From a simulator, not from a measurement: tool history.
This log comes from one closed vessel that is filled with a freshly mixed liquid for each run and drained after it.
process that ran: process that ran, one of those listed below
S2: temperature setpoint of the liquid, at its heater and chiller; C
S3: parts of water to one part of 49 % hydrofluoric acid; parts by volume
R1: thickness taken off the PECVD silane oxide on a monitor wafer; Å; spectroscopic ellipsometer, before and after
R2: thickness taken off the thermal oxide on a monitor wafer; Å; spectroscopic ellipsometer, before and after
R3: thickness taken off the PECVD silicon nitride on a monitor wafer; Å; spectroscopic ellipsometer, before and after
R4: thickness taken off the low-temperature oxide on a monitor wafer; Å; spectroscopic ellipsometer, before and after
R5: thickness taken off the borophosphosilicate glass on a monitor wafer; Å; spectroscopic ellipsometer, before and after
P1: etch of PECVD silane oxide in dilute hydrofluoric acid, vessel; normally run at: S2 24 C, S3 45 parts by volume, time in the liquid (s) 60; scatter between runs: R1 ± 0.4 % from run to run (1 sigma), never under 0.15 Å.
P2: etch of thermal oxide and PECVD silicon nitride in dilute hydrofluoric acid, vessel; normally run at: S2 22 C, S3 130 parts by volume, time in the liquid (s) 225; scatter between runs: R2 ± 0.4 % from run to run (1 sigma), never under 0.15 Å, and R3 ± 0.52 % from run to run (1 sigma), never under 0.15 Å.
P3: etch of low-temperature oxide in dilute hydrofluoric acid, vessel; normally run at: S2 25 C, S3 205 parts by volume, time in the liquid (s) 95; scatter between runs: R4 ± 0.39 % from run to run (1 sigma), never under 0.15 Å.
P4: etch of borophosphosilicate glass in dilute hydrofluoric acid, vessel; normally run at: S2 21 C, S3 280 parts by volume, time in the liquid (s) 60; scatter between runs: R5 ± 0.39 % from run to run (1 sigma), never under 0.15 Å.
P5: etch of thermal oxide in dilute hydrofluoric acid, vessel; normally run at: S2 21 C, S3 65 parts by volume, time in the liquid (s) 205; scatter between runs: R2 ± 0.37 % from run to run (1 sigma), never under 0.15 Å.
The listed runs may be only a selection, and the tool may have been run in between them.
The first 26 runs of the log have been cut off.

{"run": 27, "hour": 125.0, "process that ran": "P5", "S2": 21, "S3": 65, "time in the liquid (s)": 85, "R2": 55.539}
{"run": 28, "hour": 130.8, "process that ran": "P4", "S2": 21, "S3": 50, "time in the liquid (s)": 60, "R5": 983.18}
{"run": 29, "hour": 134.3, "process that ran": "P2", "S2": 22, "S3": 130, "time in the liquid (s)": 50, "R2": 16.452, "R3": 9.6202}
{"run": 30, "hour": 138.9, "process that ran": "P1", "S2": 24, "S3": 60, "time in the liquid (s)": 105, "R1": 571.33}
{"run": 31, "hour": 144.8, "process that ran": "P1", "S2": 24, "S3": 60, "time in the liquid (s)": 60, "R1": 326.38}
{"run": 32, "hour": 151.0, "process that ran": "P1", "S2": 24, "S3": 45, "time in the liquid (s)": 30, "R1": 222.28}
{"run": 33, "hour": 156.3, "process that ran": "P1", "S2": 24, "S3": 45, "time in the liquid (s)": 60, "R1": 448.89}
{"run": 34, "hour": 159.4, "process that ran": "P1", "S2": 24, "S3": 45, "time in the liquid (s)": 60, "R1": 437.87}
{"run": 35, "hour": 165.0, "process that ran": "P1", "S2": 24, "S3": 45, "time in the liquid (s)": 60, "R1": 429.05}
{"run": 36, "hour": 170.1, "process that ran": "P1", "S2": 24, "S3": 45, "time in the liquid (s)": 60, "R1": 424.1}
{"run": 37, "hour": 174.4, "process that ran": "P1", "S2": 24, "S3": 45, "time in the liquid (s)": 60, "R1": 419.35}
{"run": 38, "hour": 179.0, "process that ran": "P1", "S2": 24, "S3": 45, "time in the liquid (s)": 60, "R1": 420.83}

Run 39 comes next. What will it give?
{"run": 39, "hour": 183.4, "process that ran": "P1", "S2": 24, "S3": 45, "time in the liquid (s)": 60, "R1": "?"}

R1: 418.9 Å

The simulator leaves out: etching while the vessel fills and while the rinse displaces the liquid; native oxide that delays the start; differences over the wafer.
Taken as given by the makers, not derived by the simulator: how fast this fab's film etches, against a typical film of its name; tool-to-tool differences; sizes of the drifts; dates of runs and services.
